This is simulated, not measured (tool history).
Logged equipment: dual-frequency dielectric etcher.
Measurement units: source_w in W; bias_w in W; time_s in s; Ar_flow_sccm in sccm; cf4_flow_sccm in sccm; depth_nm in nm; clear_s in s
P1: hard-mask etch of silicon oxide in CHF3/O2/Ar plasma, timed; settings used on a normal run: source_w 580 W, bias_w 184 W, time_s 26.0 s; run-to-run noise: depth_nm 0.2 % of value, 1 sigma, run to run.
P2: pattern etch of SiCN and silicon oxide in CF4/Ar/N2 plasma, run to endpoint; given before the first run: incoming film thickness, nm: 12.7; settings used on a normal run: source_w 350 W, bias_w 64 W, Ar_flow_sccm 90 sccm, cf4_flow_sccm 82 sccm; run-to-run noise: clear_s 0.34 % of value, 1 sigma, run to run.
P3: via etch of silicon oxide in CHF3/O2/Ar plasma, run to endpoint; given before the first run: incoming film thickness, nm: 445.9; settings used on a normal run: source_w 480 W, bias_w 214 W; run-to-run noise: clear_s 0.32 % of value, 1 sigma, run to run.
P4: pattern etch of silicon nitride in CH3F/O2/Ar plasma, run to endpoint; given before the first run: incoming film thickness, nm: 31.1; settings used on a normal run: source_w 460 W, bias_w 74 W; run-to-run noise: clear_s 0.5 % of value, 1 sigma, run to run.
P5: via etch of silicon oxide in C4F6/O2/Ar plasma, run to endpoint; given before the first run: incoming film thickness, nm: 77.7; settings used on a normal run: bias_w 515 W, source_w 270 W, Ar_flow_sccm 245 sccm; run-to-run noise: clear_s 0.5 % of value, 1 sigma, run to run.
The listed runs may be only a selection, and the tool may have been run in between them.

run 1 hour=18.1 | process=P1 source_w=580 bias_w=184 time_s=26.0 | depth_nm=51.607
run 2 hour=34.1 | process=P3 source_w=480 bias_w=128 | clear_s=282.500
run 3 hour=46.9 | process=P4 source_w=360 bias_w=74 | clear_s=48.767
run 4 hour=64.9 | process=P2 source_w=350 bias_w=64 Ar_flow_sccm=90 cf4_flow_sccm=82 | clear_s=18.078
run 5 hour=83.7 | process=P5 source_w=270 bias_w=419 Ar_flow_sccm=245 | clear_s=20.353
run 6 hour=95.2 | process=P1 source_w=580 bias_w=251 time_s=33.5 | depth_nm=74.259
run 7 hour=113.4 | process=P1 source_w=580 bias_w=184 time_s=26.0 | depth_nm=51.696
-- hour=119.8 source power generator calibrated
run 8 hour=123.7 | process=P1 source_w=700 bias_w=184 time_s=26.0 | depth_nm=55.441
run 9 hour=140.3 | process=P3 source_w=480 bias_w=214 | clear_s=237.320
run 10 hour=149.9 | process=P2 source_w=350 bias_w=64 Ar_flow_sccm=90 cf4_flow_sccm=82 | clear_s=18.014
run 11 hour=167.8 | process=P1 source_w=580 bias_w=250 time_s=26.0 | depth_nm=57.285
run 12 hour=177.8 | process=P5 source_w=270 bias_w=515 Ar_flow_sccm=245 | clear_s=19.120
run 13 hour=193.5 | process=P2 source_w=350 bias_w=43 Ar_flow_sccm=90 cf4_flow_sccm=82 | clear_s=20.482
run 14 hour=204.9 | process=P1 source_w=580 bias_w=184 time_s=19.0 | depth_nm=37.754
run 15 hour=223.2 | process=P5 source_w=270 bias_w=515 Ar_flow_sccm=183 | clear_s=18.540
run 16 hour=238.3 | process=P1 source_w=580 bias_w=184 time_s=35.5 | depth_nm=70.723
run 17 hour=250.4 | process=P4 source_w=460 bias_w=46 | clear_s=51.618
run 18 hour=264.9 | process=P4 source_w=460 bias_w=74 | clear_s=44.379
run 19 hour=280.4 | process=P1 source_w=580 bias_w=184 time_s=26.0 | depth_nm=51.569
run 20 hour=298.7 | process=P1 source_w=380 bias_w=184 time_s=26.0 | depth_nm=43.936
run 21 hour=312.0 | process=P1 source_w=580 bias_w=184 time_s=26.0 | depth_nm=51.733
run 22 hour=325.1 | process=P3 source_w=480 bias_w=214 | clear_s=236.170
run 23 hour=338.6 | process=P1 source_w=580 bias_w=184 time_s=26.0 | depth_nm=51.556
run 24 hour=347.0 | process=P5 source_w=180 bias_w=515 Ar_flow_sccm=245 | clear_s=22.218
run 25 hour=362.2 | process=P1 source_w=580 bias_w=184 time_s=26.0 | depth_nm=51.653
run 26 hour=378.3 | process=P1 source_w=790 bias_w=184 time_s=31.5 | depth_nm=70.662
run 27 hour=397.4 | process=P2 source_w=500 bias_w=64 Ar_flow_sccm=90 cf4_flow_sccm=82 | clear_s=13.247
run 28 hour=413.3 | process=P2 source_w=350 bias_w=64 Ar_flow_sccm=90 cf4_flow_sccm=66 | clear_s=18.778
run 29 hour=427.6 | process=P5 source_w=270 bias_w=515 Ar_flow_sccm=245 | clear_s=19.021
run 30 hour=444.2 | process=P1 source_w=720 bias_w=184 time_s=34.5 | depth_nm=74.341
run 31 hour=453.6 | process=P2 source_w=350 bias_w=64 Ar_flow_sccm=64 cf4_flow_sccm=82 | clear_s=17.376
run 32 hour=472.0 | process=P3 source_w=280 bias_w=214 | clear_s=291.040
run 33 hour=484.9 | process=P1 source_w=580 bias_w=138 time_s=26.0 | depth_nm=47.035
run 34 hour=499.3 | process=P1 source_w=580 bias_w=184 time_s=26.0 | depth_nm=51.594
run 35 hour=511.5 | process=P1 source_w=580 bias_w=184 time_s=26.0 | depth_nm=51.750
run 36 hour=527.8 | process=P1 source_w=580 bias_w=184 time_s=26.0 | depth_nm=52.032
run 37 hour=539.7 | process=P1 source_w=580 bias_w=184 time_s=26.0 | depth_nm=52.085
run 38 hour=553.5 | process=P1 source_w=580 bias_w=184 time_s=26.0 | depth_nm=52.122
-- hour=565.4 wet clean of the chamber
run 39 hour=566.2 | process=P1 source_w=580 bias_w=184 time_s=26.0 | depth_nm=52.305
run 40 hour=577.1 | process=P1 source_w=580 bias_w=184 time_s=26.0 | depth_nm=52.379
run 41 hour=596.3 | process=P1 source_w=580 bias_w=184 time_s=26.0 | depth_nm=52.309
run 42 hour=613.2 | process=P1 source_w=580 bias_w=184 time_s=26.0 | depth_nm=52.297
run 43 hour=630.4 | process=P1 source_w=580 bias_w=184 time_s=26.0 | depth_nm=52.244

Compared with where it was, what P1 gives has crept away. Each cause listed below fits the log as well as the rest, at the size given for it:
A: bias power that arrives over what is set, % = 4.06
B: source power that arrives over what is set, % = 3.61
The onset of the drift is placed at about hour 499.3.
The rest of the possible causes, and what rules out each one:
chamber walls in a state that raises the etch rate, %: work on it at hour 565.4, done after the drift set in, did not restore what the process gave before

Each of the check runs listed below is run on 2 wafers and reports their average, with the results left as question marks. Pick the one under which the possible causes would lead to clearly different results.
run check 1 hour=647.6 | process=P5 source_w=210 bias_w=515 Ar_flow_sccm=245 | clear_s=?
run check 2 hour=647.6 | process=P3 source_w=290 bias_w=139 | clear_s=?
run check 3 hour=647.6 | process=P2 source_w=440 bias_w=48 Ar_flow_sccm=90 cf4_flow_sccm=82 | clear_s=?
run check 4 hour=647.6 | process=P4 source_w=370 bias_w=46 | clear_s=?

Check results expected under each cause:
check=check_1 result=clear_s if_A=20.575 if_B=20.626
check=check_2 result=clear_s if_A=328.250 if_B=328.200
check=check_3 result=clear_s if_A=15.944 if_B=15.627
check=check_4 result=clear_s if_A=55.808 if_B=55.722
Minimum pairwise separation of causes per check, each pair taken at its best-separating result: check 1 0.25 %; check 2 0.01 %; check 3 2.01 %; check 4 0.15 %
Only check 3 tells the causes apart: in the others they would give nearly the same result.

Then check 3 was run and gave: clear_s 15.533 s. Which cause is it?

B is the cause: source power that arrives over what is set, %.
